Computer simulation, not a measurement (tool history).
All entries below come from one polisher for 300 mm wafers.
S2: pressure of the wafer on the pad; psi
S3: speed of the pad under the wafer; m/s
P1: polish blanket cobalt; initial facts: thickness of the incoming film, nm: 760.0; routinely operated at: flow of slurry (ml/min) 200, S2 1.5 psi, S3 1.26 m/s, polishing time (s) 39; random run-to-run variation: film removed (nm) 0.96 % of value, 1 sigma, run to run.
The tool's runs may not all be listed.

Run 1, hour 6.4: flow of slurry (ml/min) 200, S2 1.5 psi, S3 1.26 m/s, polishing time (s) 39. Result: film removed (nm) 150.12.
Run 2, hour 10.8: flow of slurry (ml/min) 120, S2 1.5 psi, S3 1.26 m/s, polishing time (s) 39. Result: film removed (nm) 138.62.
Run 3, hour 14.2: flow of slurry (ml/min) 200, S2 1.5 psi, S3 1.26 m/s, polishing time (s) 39. Result: film removed (nm) 151.47.
Run 4, hour 17.3: flow of slurry (ml/min) 300, S2 1.5 psi, S3 1.26 m/s, polishing time (s) 39. Result: film removed (nm) 158.76.
Run 5, hour 22.6: flow of slurry (ml/min) 200, S2 1.5 psi, S3 1.6 m/s, polishing time (s) 58. Result: film removed (nm) 285.74.
Run 6, hour 27.7: flow of slurry (ml/min) 200, S2 2.3 psi, S3 1.26 m/s, polishing time (s) 39. Result: film removed (nm) 234.99.
Run 7, hour 33.5: flow of slurry (ml/min) 200, S2 1.5 psi, S3 1.26 m/s, polishing time (s) 18. Result: film removed (nm) 71.049.
At hour 34.1: head pressure recalibrated.
Run 8, hour 39.7: flow of slurry (ml/min) 200, S2 1.5 psi, S3 1.26 m/s, polishing time (s) 39. Result: film removed (nm) 151.84.
Run 9, hour 45.5: flow of slurry (ml/min) 200, S2 1.5 psi, S3 0.58 m/s, polishing time (s) 39. Result: film removed (nm) 69.513.
Run 10, hour 51.7: flow of slurry (ml/min) 200, S2 1.5 psi, S3 1.92 m/s, polishing time (s) 39. Result: film removed (nm) 234.49.
Run 11, hour 57.8: flow of slurry (ml/min) 200, S2 1.5 psi, S3 1.26 m/s, polishing time (s) 61. Result: film removed (nm) 240.19.
Run 12, hour 64: flow of slurry (ml/min) 200, S2 0.8 psi, S3 1.26 m/s, polishing time (s) 39. Result: film removed (nm) 81.558.
Run 13, hour 70.1: flow of slurry (ml/min) 200, S2 1.5 psi, S3 1.26 m/s, polishing time (s) 39. Result: film removed (nm) 151.23.
Run 14, hour 74.8: flow of slurry (ml/min) 200, S2 1.5 psi, S3 1.26 m/s, polishing time (s) 39. Result: film removed (nm) 148.57.
Run 15, hour 80.2: flow of slurry (ml/min) 200, S2 1.5 psi, S3 1.26 m/s, polishing time (s) 39. Result: film removed (nm) 151.44.
Run 16, hour 83.4: flow of slurry (ml/min) 200, S2 1.5 psi, S3 1.26 m/s, polishing time (s) 39. Result: film removed (nm) 147.17.
Run 17, hour 87.6: flow of slurry (ml/min) 200, S2 1.5 psi, S3 1.26 m/s, polishing time (s) 39. Result: film removed (nm) 146.03.
Run 18, hour 92.2: flow of slurry (ml/min) 200, S2 1.5 psi, S3 1.26 m/s, polishing time (s) 39. Result: film removed (nm) 142.89.
Run 19, hour 96.4: flow of slurry (ml/min) 200, S2 1.5 psi, S3 1.26 m/s, polishing time (s) 39. Result: film removed (nm) 144.7.
At hour 100.8: head pressure recalibrated.
Run 20, hour 101.1: flow of slurry (ml/min) 200, S2 1.5 psi, S3 1.26 m/s, polishing time (s) 39. Result: film removed (nm) 141.45.
Run 21, hour 105.8: flow of slurry (ml/min) 200, S2 1.5 psi, S3 1.26 m/s, polishing time (s) 39. Result: film removed (nm) 141.15.
Run 22, hour 108.8: flow of slurry (ml/min) 200, S2 1.5 psi, S3 1.26 m/s, polishing time (s) 39. Result: film removed (nm) 140.13.

What will run 23 give?
Run 23, hour 113.8: flow of slurry (ml/min) 200, S2 1.5 psi, S3 1.26 m/s, polishing time (s) 39. Result: film removed (nm) ?.

For run 23 the tool returned film removed (nm) 141.63.
